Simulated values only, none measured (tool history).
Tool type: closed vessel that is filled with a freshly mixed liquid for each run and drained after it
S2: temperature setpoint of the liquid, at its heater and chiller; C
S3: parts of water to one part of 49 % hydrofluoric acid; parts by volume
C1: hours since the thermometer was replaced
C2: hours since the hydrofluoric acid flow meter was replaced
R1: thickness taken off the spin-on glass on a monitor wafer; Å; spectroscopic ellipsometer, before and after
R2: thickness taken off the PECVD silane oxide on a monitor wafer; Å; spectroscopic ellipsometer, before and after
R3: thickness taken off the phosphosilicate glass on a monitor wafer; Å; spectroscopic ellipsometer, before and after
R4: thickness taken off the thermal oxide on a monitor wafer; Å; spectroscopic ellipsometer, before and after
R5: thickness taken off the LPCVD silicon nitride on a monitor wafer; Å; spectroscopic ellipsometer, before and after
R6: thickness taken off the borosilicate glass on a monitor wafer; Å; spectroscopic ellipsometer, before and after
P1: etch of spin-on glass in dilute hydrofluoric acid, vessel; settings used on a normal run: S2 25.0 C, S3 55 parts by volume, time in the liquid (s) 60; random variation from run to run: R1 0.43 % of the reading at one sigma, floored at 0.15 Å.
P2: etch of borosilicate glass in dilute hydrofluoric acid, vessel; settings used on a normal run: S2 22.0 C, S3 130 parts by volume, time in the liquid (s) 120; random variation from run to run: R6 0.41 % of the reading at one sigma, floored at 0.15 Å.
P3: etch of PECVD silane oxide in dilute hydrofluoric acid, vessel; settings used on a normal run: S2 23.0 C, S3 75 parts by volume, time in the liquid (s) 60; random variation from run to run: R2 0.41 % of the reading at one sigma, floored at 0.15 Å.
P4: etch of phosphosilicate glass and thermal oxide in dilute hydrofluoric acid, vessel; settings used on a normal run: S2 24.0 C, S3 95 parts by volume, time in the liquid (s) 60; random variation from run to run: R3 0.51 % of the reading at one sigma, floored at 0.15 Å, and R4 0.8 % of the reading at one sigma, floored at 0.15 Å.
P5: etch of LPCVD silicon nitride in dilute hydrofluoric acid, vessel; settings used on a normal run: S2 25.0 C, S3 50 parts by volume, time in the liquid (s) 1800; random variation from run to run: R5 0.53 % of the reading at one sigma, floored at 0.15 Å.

run 1 hour=11.1 | process_that_ran=P1 S2=25.0 S3=55 time_in_the_liquid_(s)=60 | C1=458.9 C2=1170.8 | R1=350.48
run 2 hour=22.6 | process_that_ran=P1 S2=25.0 S3=55 time_in_the_liquid_(s)=60 | C1=470.4 C2=1182.3 | R1=350.04
run 3 hour=34.9 | process_that_ran=P3 S2=23.0 S3=20 time_in_the_liquid_(s)=60 | C1=482.7 C2=1194.6 | R2=1633.60
run 4 hour=51.0 | process_that_ran=P4 S2=24.0 S3=95 time_in_the_liquid_(s)=35 | C1=498.8 C2=1210.7 | R3=370.70 R4=18.069
run 5 hour=62.4 | process_that_ran=P1 S2=25.0 S3=90 time_in_the_liquid_(s)=60 | C1=510.2 C2=1222.1 | R1=203.96
run 6 hour=76.7 | process_that_ran=P5 S2=25.0 S3=50 time_in_the_liquid_(s)=2590 | C1=524.5 C2=1236.4 | R5=246.94
run 7 hour=91.1 | process_that_ran=P2 S2=17.0 S3=130 time_in_the_liquid_(s)=120 | C1=538.9 C2=1250.8 | R6=265.52
run 8 hour=106.7 | process_that_ran=P1 S2=25.0 S3=55 time_in_the_liquid_(s)=90 | C1=554.5 C2=1266.4 | R1=519.04
run 9 hour=114.1 | process_that_ran=P1 S2=28.5 S3=55 time_in_the_liquid_(s)=30 | C1=561.9 C2=1273.8 | R1=200.42
run 10 hour=124.6 | process_that_ran=P1 S2=30.0 S3=55 time_in_the_liquid_(s)=60 | C1=572.4 C2=1284.3 | R1=425.76
run 11 hour=138.6 | process_that_ran=P5 S2=25.0 S3=50 time_in_the_liquid_(s)=1800 | C1=586.4 C2=1298.3 | R5=174.01
run 12 hour=155.3 | process_that_ran=P1 S2=30.5 S3=95 time_in_the_liquid_(s)=60 | C1=603.1 C2=1315.0 | R1=236.78
run 13 hour=164.2 | process_that_ran=P2 S2=22.0 S3=230 time_in_the_liquid_(s)=120 | C1=612.0 C2=1323.9 | R6=165.25
run 14 hour=174.8 | process_that_ran=P1 S2=25.0 S3=55 time_in_the_liquid_(s)=30 | C1=622.6 C2=1334.5 | R1=174.20
run 15 hour=186.0 | process_that_ran=P3 S2=23.0 S3=75 time_in_the_liquid_(s)=60 | C1=633.8 C2=1345.7 | R2=400.16
run 16 hour=193.8 | process_that_ran=P4 S2=24.0 S3=95 time_in_the_liquid_(s)=60 | C1=641.6 C2=1353.5 | R3=630.99 R4=30.430
run 17 hour=202.2 | process_that_ran=P4 S2=20.0 S3=95 time_in_the_liquid_(s)=60 | C1=650.0 C2=1361.9 | R3=539.37 R4=25.917
run 18 hour=218.3 | process_that_ran=P1 S2=25.0 S3=20 time_in_the_liquid_(s)=60 | C1=666.1 C2=1378.0 | R1=1008.40
run 19 hour=228.5 | process_that_ran=P2 S2=22.0 S3=130 time_in_the_liquid_(s)=30 | C1=676.3 C2=1388.2 | R6=81.48
-- hour=233.6 thermometer replaced
run 20 hour=237.4 | process_that_ran=P1 S2=25.0 S3=55 time_in_the_liquid_(s)=60 | C1=3.9 C2=1397.1 | R1=348.79
run 21 hour=252.4 | process_that_ran=P4 S2=24.0 S3=155 time_in_the_liquid_(s)=60 | C1=18.9 C2=1412.1 | R3=361.45 R4=17.462
run 22 hour=262.8 | process_that_ran=P3 S2=27.0 S3=75 time_in_the_liquid_(s)=60 | C1=29.3 C2=1422.5 | R2=470.60
run 23 hour=270.8 | process_that_ran=P2 S2=22.0 S3=130 time_in_the_liquid_(s)=120 | C1=37.3 C2=1430.5 | R6=324.98
run 24 hour=278.1 | process_that_ran=P1 S2=25.0 S3=55 time_in_the_liquid_(s)=60 | C1=44.6 C2=1437.8 | R1=349.48
run 25 hour=289.4 | process_that_ran=P1 S2=25.0 S3=55 time_in_the_liquid_(s)=60 | C1=55.9 C2=1449.1 | R1=348.21
run 26 hour=297.1 | process_that_ran=P5 S2=31.0 S3=50 time_in_the_liquid_(s)=1800 | C1=63.6 C2=1456.8 | R5=255.09
run 27 hour=311.8 | process_that_ran=P1 S2=21.0 S3=20 time_in_the_liquid_(s)=60 | C1=78.3 C2=1471.5 | R1=853.99
run 28 hour=319.1 | process_that_ran=P1 S2=20.0 S3=55 time_in_the_liquid_(s)=60 | C1=85.6 C2=1478.8 | R1=280.60
run 29 hour=331.0 | process_that_ran=P3 S2=23.0 S3=75 time_in_the_liquid_(s)=120 | C1=97.5 C2=1490.7 | R2=808.17
run 30 hour=340.5 | process_that_ran=P2 S2=22.0 S3=130 time_in_the_liquid_(s)=120 | C1=107.0 C2=1500.2 | R6=326.64
run 31 hour=350.8 | process_that_ran=P5 S2=25.0 S3=30 time_in_the_liquid_(s)=1800 | C1=117.3 C2=1510.5 | R5=282.67
run 32 hour=365.8 | process_that_ran=P1 S2=25.0 S3=55 time_in_the_liquid_(s)=60 | C1=132.3 C2=1525.5 | R1=348.58
run 33 hour=378.9 | process_that_ran=P1 S2=25.0 S3=55 time_in_the_liquid_(s)=60 | C1=145.4 C2=1538.6 | R1=340.02
run 34 hour=387.1 | process_that_ran=P1 S2=25.0 S3=55 time_in_the_liquid_(s)=60 | C1=153.6 C2=1546.8 | R1=333.97
run 35 hour=398.2 | process_that_ran=P1 S2=25.0 S3=55 time_in_the_liquid_(s)=60 | C1=164.7 C2=1557.9 | R1=328.58
run 36 hour=414.0 | process_that_ran=P1 S2=25.0 S3=55 time_in_the_liquid_(s)=60 | C1=180.5 C2=1573.7 | R1=326.01
run 37 hour=429.3 | process_that_ran=P1 S2=25.0 S3=55 time_in_the_liquid_(s)=60 | C1=195.8 C2=1589.0 | R1=323.06
run 38 hour=442.2 | process_that_ran=P1 S2=25.0 S3=55 time_in_the_liquid_(s)=60 | C1=208.7 C2=1601.9 | R1=323.40
run 39 hour=457.1 | process_that_ran=P1 S2=25.0 S3=55 time_in_the_liquid_(s)=60 | C1=223.6 C2=1616.8 | R1=319.72
run 40 hour=473.8 | process_that_ran=P1 S2=25.0 S3=55 time_in_the_liquid_(s)=60 | C1=240.3 C2=1633.5 | R1=320.97
run 41 hour=482.9 | process_that_ran=P1 S2=25.0 S3=55 time_in_the_liquid_(s)=60 | C1=249.4 C2=1642.6 | R1=319.35
run 42 hour=496.9 | process_that_ran=P1 S2=25.0 S3=55 time_in_the_liquid_(s)=60 | C1=263.4 C2=1656.6 | R1=318.53

Something has made what P1 gives creep away from where it was; the 2 causes below, each at its own stated size, fit the log equally well:
A: hydrofluoric acid flow below the setpoint (%) = 7.87
B: liquid colder than its thermometer reads (K) = 2.15
At approximately hour 365.8, the process output began to creep.

Each of the 4 check runs below uses one wafer; its results are left as question marks. Which run tells the causes apart?
run check 1 hour=510.9 | process_that_ran=P3 S2=23.0 S3=75 time_in_the_liquid_(s)=60 | R2=?
run check 2 hour=510.9 | process_that_ran=P4 S2=24.0 S3=95 time_in_the_liquid_(s)=60 | R3=? R4=?
run check 3 hour=510.9 | process_that_ran=P2 S2=22.0 S3=130 time_in_the_liquid_(s)=120 | R6=?
run check 4 hour=510.9 | process_that_ran=P5 S2=25.0 S3=50 time_in_the_liquid_(s)=1800 | R5=?

How each check would come out, cause by cause:
check=check_1 result=R2 if_A=368.65 if_B=369.25
check=check_2 result=R3 if_A=575.66 if_B=578.94
check=check_2 result=R4 if_A=27.792 if_B=27.951
check=check_3 result=R6 if_A=296.75 if_B=299.26
check=check_4 result=R5 if_A=159.23 if_B=149.25
Gap, in per cent, between the two causes that each check separates least, read from the result that separates them most: check 1 0.16 %; check 2 0.57 %; check 3 0.84 %; check 4 6.47 %
Only in check 4 would the causes give clearly different results; in the remaining checks their results would be nearly the same.

With check 4 done, the readings were: R5 149.10 Å. Identify which of the listed causes applies.

It is B: liquid colder than its thermometer reads (K).

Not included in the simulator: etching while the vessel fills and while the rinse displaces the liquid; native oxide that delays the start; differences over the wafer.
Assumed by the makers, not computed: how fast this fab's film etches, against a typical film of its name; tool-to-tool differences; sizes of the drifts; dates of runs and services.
